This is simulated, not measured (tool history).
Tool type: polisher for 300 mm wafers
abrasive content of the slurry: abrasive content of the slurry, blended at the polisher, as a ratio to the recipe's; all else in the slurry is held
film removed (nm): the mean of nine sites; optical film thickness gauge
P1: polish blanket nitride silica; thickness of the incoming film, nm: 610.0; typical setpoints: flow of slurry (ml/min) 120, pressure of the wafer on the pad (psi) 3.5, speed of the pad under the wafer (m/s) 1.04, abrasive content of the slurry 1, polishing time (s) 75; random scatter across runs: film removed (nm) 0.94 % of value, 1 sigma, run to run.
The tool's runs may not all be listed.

run	hour	flow of slurry (ml/min)	pressure of the wafer on the pad (psi)	speed of the pad under the wafer (m/s)	abrasive content of the slurry	polishing time (s)	wafers polished on this pad	hours since the slurry nozzle was cleaned	hours since the head pressure was calibrated	hours since the slurry blender was calibrated	hours since the conditioning disc was replaced	film removed (nm)
1	8.7	120	3.5	1.04	1	75	770	415.8	517.6	143.5	56.9	56.58
2	21.6	120	2.2	1.04	1	75	893	428.7	530.5	156.4	69.8	36.142
3	29	120	3.5	0.46	1	75	964	436.1	537.9	163.8	77.2	29.764
4	38.6	120	3.5	1.04	1	75	1056	445.7	547.5	173.4	86.8	57.606
# hour 41.7: conditioning disc replaced and pad reconditioned
5	49.8	120	5.1	1.04	1	75	1163	456.9	558.7	184.6	8.2	83.12
6	62.3	120	3.5	1.04	1	75	1282	469.4	571.2	197.1	20.7	56.927
7	73.6	120	3.5	1.04	1	107	1390	480.7	582.5	208.4	32	82.103
8	87	120	3.5	1.04	0.5	75	1518	494.1	595.9	221.8	45.4	39.662
9	99.5	120	3.5	1.64	1	75	1638	506.6	608.4	234.3	57.9	83.41
10	113.9	180	3.5	1.04	1	75	1775	521	622.8	248.7	72.3	62.317
11	126.2	120	3.5	1.04	1	75	1893	533.3	635.1	261	84.6	57.328
12	137.9	120	3.5	0.52	1	56	2005	545	646.8	272.7	96.3	24.718
13	147.3	120	3.5	1.04	1	75	2095	554.4	656.2	282.1	105.7	56.801
14	153.8	120	3.5	1.04	1	75	2157	560.9	662.7	288.6	112.2	56.949
15	167.4	120	3.5	1.04	1	42	2287	574.5	676.3	302.2	125.8	32.219
16	175.9	120	3.5	1.04	1.3	75	2368	583	684.8	310.7	134.3	63.703
17	184.8	70	3.5	1.04	1	75	2453	591.9	693.7	319.6	143.2	49.209
18	191	120	3.5	1.04	1	75	2512	598.1	699.9	325.8	149.4	58.536
19	204	120	3.5	1.04	1	75	2637	611.1	712.9	338.8	162.4	55.228

Run 20 is up next; what results do you expect?
20	212.7	120	3.5	1.04	1	75	2720	619.8	721.6	347.5	171.1	?

film removed (nm): 54.71
